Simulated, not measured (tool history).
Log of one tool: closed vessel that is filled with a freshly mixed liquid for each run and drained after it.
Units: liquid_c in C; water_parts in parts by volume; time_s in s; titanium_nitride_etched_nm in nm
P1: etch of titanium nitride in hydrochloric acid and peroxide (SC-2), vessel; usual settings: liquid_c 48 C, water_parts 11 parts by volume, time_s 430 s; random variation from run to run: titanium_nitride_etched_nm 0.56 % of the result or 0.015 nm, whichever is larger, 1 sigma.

run	hour	liquid_c	water_parts	time_s	hours since the thermometer was replaced	hours since the chemicals flow meter was replaced	hours since the drum of peroxide was connected	titanium_nitride_etched_nm
1	9.8	48	11	430	445.8	1413.1	277.7	16.271
2	18.4	48	20	430	454.4	1421.7	286.3	9.6016
3	29.2	48	11	30	465.2	1432.5	297.1	1.1474
4	42.4	35	11	430	478.4	1445.7	310.3	6.5293
5	53.1	63	11	430	489.1	1456.4	321	43.052
6	61.9	48	11	430	497.9	1465.2	329.8	16.23
7	71.2	48	11	430	507.2	1474.5	339.1	16.106
8	81.9	48	11	430	517.9	1485.2	349.8	16.249
9	97.4	48	11	430	533.4	1500.7	365.3	16.346
10	107.4	56	11	235	543.4	1510.7	375.3	15.261
11	120.3	48	11	795	556.3	1523.6	388.2	30.154
12	135	48	11	430	571	1538.3	402.9	16.268
13	151.4	48	4	430	587.4	1554.7	419.3	35.431
14	164.9	48	11	430	600.9	1568.2	432.8	16.247
15	175.1	48	11	430	611.1	1578.4	443	15.699
16	189.2	48	11	430	625.2	1592.5	457.1	15.373
17	197.4	48	11	430	633.4	1600.7	465.3	15.279
18	207.6	48	11	430	643.6	1610.9	475.5	15.158
19	219.4	48	11	430	655.4	1622.7	487.3	14.919
# hour 222.2: new drum of peroxide connected
20	232.2	48	11	430	668.2	1635.5	10.1	14.826
21	240.2	48	11	430	676.2	1643.5	18.1	14.799
22	254.7	48	11	430	690.7	1658	32.6	14.757
23	267.7	48	11	430	703.7	1671	45.6	14.857

What P1 gives has crept away from where it was. These 2 causes fit the log equally well, each at the size given:
A: chemicals flow below the setpoint (%) = 10.6
B: liquid colder than its thermometer reads (K) = 1.42
The creep began at about hour 164.9.
Why every other cause is out:
peroxide weaker than its label (%): serviced at hour 222.2, which brought nothing back

4 check runs are offered, each on 5 wafers whose results are averaged, their results left as question marks. Which one tells the causes apart?
check 1	280.7	48	4	715				?
check 2	280.7	48	19.5	50				?
check 3	280.7	59	11	50				?
check 4	280.7	59	6	430				?

What each check would give under each cause:
check	result	if A	if B
check 1	titanium_nitride_etched_nm	54.205	53.118
check 2	titanium_nitride_etched_nm	1.0306	1.0366
check 3	titanium_nitride_etched_nm	3.5176	3.5373
check 4	titanium_nitride_etched_nm	49.674	49.433
How far apart the two closest causes lie, in the result that separates them most: check 1 2.03 %; check 2 0.58 %; check 3 0.56 %; check 4 0.49 %
Only check 1 tells the causes apart: in the others they would give nearly the same result.

Then check 1 was run and gave: titanium_nitride_etched_nm 54.175 nm. Which cause is it?

It is A: chemicals flow below the setpoint (%).
